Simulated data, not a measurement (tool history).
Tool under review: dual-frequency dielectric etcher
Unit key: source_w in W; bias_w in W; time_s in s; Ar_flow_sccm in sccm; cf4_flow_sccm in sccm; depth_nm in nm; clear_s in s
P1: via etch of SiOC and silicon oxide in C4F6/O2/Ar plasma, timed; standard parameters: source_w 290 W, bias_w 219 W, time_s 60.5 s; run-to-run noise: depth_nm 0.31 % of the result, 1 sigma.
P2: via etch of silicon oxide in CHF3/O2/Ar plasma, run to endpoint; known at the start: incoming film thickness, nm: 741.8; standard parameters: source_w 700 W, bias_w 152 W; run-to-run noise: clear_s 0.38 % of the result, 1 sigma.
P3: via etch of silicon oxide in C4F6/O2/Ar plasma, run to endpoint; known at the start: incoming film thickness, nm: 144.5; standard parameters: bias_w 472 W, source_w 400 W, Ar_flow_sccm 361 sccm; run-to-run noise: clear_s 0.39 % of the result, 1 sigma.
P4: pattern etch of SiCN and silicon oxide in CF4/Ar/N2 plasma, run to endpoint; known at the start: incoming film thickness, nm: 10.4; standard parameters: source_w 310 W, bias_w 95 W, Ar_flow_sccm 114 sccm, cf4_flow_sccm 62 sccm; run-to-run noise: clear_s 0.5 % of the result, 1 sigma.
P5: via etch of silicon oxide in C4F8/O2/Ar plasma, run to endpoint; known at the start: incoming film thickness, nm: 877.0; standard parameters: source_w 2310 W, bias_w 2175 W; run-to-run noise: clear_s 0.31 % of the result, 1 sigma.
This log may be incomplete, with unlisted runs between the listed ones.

run,hour,process,source_w,bias_w,time_s,Ar_flow_sccm,cf4_flow_sccm,hours since the last wet clean,hours since the last source power generator calibration,hours since the last bias power generator calibration,depth_nm,clear_s
1,7.9,P1,290,219,60.5,,,399.2,1236,724.7,64.869,
2,16.8,P4,390,95,,114,62,408.1,1244.9,733.6,,12.961
3,23,P2,700,152,,,,414.3,1251.1,739.8,,359.09
4,30.2,P5,3010,2175,,,,421.5,1258.3,747,,145.68
5,37.1,P1,400,219,44,,,428.4,1265.2,753.9,53.435,
6,44.1,P5,2310,2175,,,,435.4,1272.2,760.9,,162.22
7,50.8,P2,700,209,,,,442.1,1278.9,767.6,,327.46
8,54.9,P3,320,472,,361,,446.2,1283,771.7,,36.651
9,61.7,P1,400,219,60.5,,,453,1289.8,778.5,73.739,
10,68.6,P2,450,152,,,,459.9,1296.7,785.4,,428.23
11,74.7,P3,400,472,,467,,466,1302.8,791.5,,34.456
12,83.6,P1,290,219,44,,,474.9,1311.7,800.4,47.215,
13,90.5,P5,2310,3046,,,,481.8,1318.6,807.3,,146.18
14,95.9,P1,290,219,60.5,,,487.2,1324,812.7,64.888,
15,102.7,P4,310,95,,87,62,494,1330.8,819.5,,15.199
16,110.7,P1,290,149,60.5,,,502,1338.8,827.5,57.573,
17,119,P4,310,95,,114,62,510.3,1347.1,835.8,,15.74
18,123.4,P1,290,219,60.5,,,514.7,1351.5,840.2,65.034,
19,130,P1,290,219,81,,,521.3,1358.1,846.8,86.616,
20,135.2,P4,310,95,,114,44,526.5,1363.3,852,,16.528
# hour 138.1: source power generator calibrated
21,142,P1,190,219,60.5,,,533.3,4,858.8,55.565,
22,146.7,P3,400,472,,361,,538,8.7,863.5,,33.467
23,153.5,P1,290,219,60.5,,,544.8,15.5,870.3,65.187,
24,162.6,P3,400,610,,361,,553.9,24.6,879.4,,30.275
25,172.1,P1,180,219,81.5,,,563.4,34.1,888.9,73.407,
26,179.4,P1,290,278,60.5,,,570.7,41.4,896.2,70.735,
27,187.3,P1,290,219,60.5,,,578.6,49.3,904.1,65.564,
28,192.4,P4,310,68,,114,62,583.7,54.4,909.2,,17.731
29,199,P1,290,219,60.5,,,590.3,61,915.8,65.257,
30,203.2,P1,290,219,60.5,,,594.5,65.2,920,64.945,
31,207.5,P1,290,219,60.5,,,598.8,69.5,924.3,65.739,
32,214,P1,290,219,60.5,,,605.3,76,930.8,65.88,
33,221.5,P1,290,219,60.5,,,612.8,83.5,938.3,65.857,
34,225.8,P1,290,219,60.5,,,617.1,87.8,942.6,66.002,
# hour 226.2: wet clean of the chamber
35,230.9,P1,290,219,60.5,,,4.8,92.9,947.7,66.493,
36,237.5,P1,290,219,60.5,,,11.4,99.5,954.3,65.828,
37,246,P1,290,219,60.5,,,19.9,108,962.8,66.345,

Compared with where it was, what P1 gives has crept away. Each cause listed below fits the log as well as the rest, at the size given for it:
A: bias power that arrives over what is set, % = 4.66
B: source power that arrives over what is set, % = 4.19
The onset of the drift is placed at about hour 199.
Each remaining cause and why it is not a fit:
chamber walls in a state that raises the etch rate, %: serviced at hour 226.2, after the drift had started, without restoring the earlier output

4 check runs are offered, each on 5 wafers whose results are averaged, their results left as question marks. Which one tells the causes apart?
check 1,254.5,P4,310,73,,93,62,,,,,?
check 2,254.5,P2,490,191,,,,,,,,?
check 3,254.5,P3,400,472,,452,,,,,,?
check 4,254.5,P5,2980,3044,,,,,,,,?

How each check would come out, cause by cause:
check,result,if A,if B
check 1,clear_s,16.592,16.262
check 2,clear_s,378.62,378.69
check 3,clear_s,33.795,33.855
check 4,clear_s,130.84,130.54
Separation of the two closest causes in each check, using whichever result separates them best: check 1 2 %; check 2 0.02 %; check 3 0.18 %; check 4 0.23 %
Check 1 is the one run that separates the causes; every other check would come out nearly the same whichever cause is at work.

Running check 1 produced the following: clear_s 16.255 s. Which one of the listed causes fits?

Of the candidate causes, it is B: source power that arrives over what is set, %.
